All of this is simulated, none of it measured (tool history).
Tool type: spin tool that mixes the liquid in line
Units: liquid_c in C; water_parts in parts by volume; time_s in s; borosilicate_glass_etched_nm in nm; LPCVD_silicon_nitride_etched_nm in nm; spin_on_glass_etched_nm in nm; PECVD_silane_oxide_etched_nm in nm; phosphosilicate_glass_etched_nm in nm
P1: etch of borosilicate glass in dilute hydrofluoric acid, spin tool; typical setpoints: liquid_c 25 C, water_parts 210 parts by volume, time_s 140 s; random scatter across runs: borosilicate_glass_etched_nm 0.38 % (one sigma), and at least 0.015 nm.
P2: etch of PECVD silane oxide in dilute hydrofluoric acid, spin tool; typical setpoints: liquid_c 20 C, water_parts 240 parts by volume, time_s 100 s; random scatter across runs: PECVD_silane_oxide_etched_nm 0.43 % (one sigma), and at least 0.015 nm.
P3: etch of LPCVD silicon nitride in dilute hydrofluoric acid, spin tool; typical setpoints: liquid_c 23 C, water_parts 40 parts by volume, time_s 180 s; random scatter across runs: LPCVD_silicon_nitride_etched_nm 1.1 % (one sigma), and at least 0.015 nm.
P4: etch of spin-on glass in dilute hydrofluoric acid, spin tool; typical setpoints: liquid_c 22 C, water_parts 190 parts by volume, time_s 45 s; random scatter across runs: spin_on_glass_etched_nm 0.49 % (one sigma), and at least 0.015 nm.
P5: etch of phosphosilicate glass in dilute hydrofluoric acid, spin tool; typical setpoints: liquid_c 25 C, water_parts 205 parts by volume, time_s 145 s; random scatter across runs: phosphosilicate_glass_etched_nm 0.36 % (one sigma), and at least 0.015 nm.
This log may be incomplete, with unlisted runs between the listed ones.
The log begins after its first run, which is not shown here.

| run | hour | process | liquid_c | water_parts | time_s | borosilicate_glass_etched_nm | LPCVD_silicon_nitride_etched_nm | spin_on_glass_etched_nm | PECVD_silane_oxide_etched_nm | phosphosilicate_glass_etched_nm |
|---|---|---|---|---|---|---|---|---|---|---|
| 2 | 12.4 | P3 | 23 | 25 | 180 |  | 3.41510 |  |  |  |
| 3 | 19.3 | P4 | 30 | 190 | 45 |  |  | 10.4560 |  |  |
| 4 | 25.7 | P2 | 20 | 240 | 100 |  |  |  | 15.9600 |  |
| 5 | 31.5 | P3 | 23 | 40 | 180 |  | 2.13690 |  |  |  |
| 6 | 36.8 | P1 | 25 | 210 | 140 | 15.2210 |  |  |  |  |
| 7 | 44.1 | P1 | 32 | 210 | 140 | 19.4150 |  |  |  |  |
| 8 | 48.3 | P1 | 25 | 65 | 140 | 58.3840 |  |  |  |  |
| 9 | 52.2 | P1 | 25 | 210 | 270 | 29.2340 |  |  |  |  |
| 10 | 57.5 | P1 | 25 | 330 | 140 | 8.5459 |  |  |  |  |
| 11 | 63.2 | P3 | 23 | 40 | 15 |  | 0.15006 |  |  |  |
| 12 | 68.5 | P1 | 25 | 210 | 140 | 15.1630 |  |  |  |  |
| 13 | 72.9 | P5 | 25 | 205 | 205 |  |  |  |  | 55.520 |
| 14 | 76.1 | P2 | 20 | 90 | 100 |  |  |  | 49.3060 |  |
| 15 | 80.9 | P2 | 17 | 240 | 100 |  |  |  | 14.2270 |  |
| 16 | 86.7 | P1 | 25 | 210 | 140 | 15.1620 |  |  |  |  |
| 17 | 93.9 | P1 | 30 | 325 | 140 | 10.1980 |  |  |  |  |
| 18 | 97.4 | P2 | 20 | 240 | 35 |  |  |  | 5.5605 |  |
| 19 | 101.3 | P3 | 17 | 40 | 180 |  | 1.43680 |  |  |  |
| 20 | 104.7 | P1 | 25 | 210 | 140 | 15.2280 |  |  |  |  |
| 21 | 109.3 | P1 | 25 | 210 | 15 | 1.6160 |  |  |  |  |
| 22 | 113.1 | P4 | 22 | 190 | 20 |  |  | 3.4887 |  |  |
| 23 | 118.2 | P2 | 20 | 240 | 100 |  |  |  | 15.9650 |  |
| 24 | 124.5 | P5 | 25 | 205 | 145 |  |  |  |  | 39.175 |

Estimate the outcome of run 25 from the log above:
| 25 | 128.0 | P5 | 17 | 205 | 145 |  |  |  |  | ? |

Run 25 yielded phosphosilicate_glass_etched_nm 28.994 nm.

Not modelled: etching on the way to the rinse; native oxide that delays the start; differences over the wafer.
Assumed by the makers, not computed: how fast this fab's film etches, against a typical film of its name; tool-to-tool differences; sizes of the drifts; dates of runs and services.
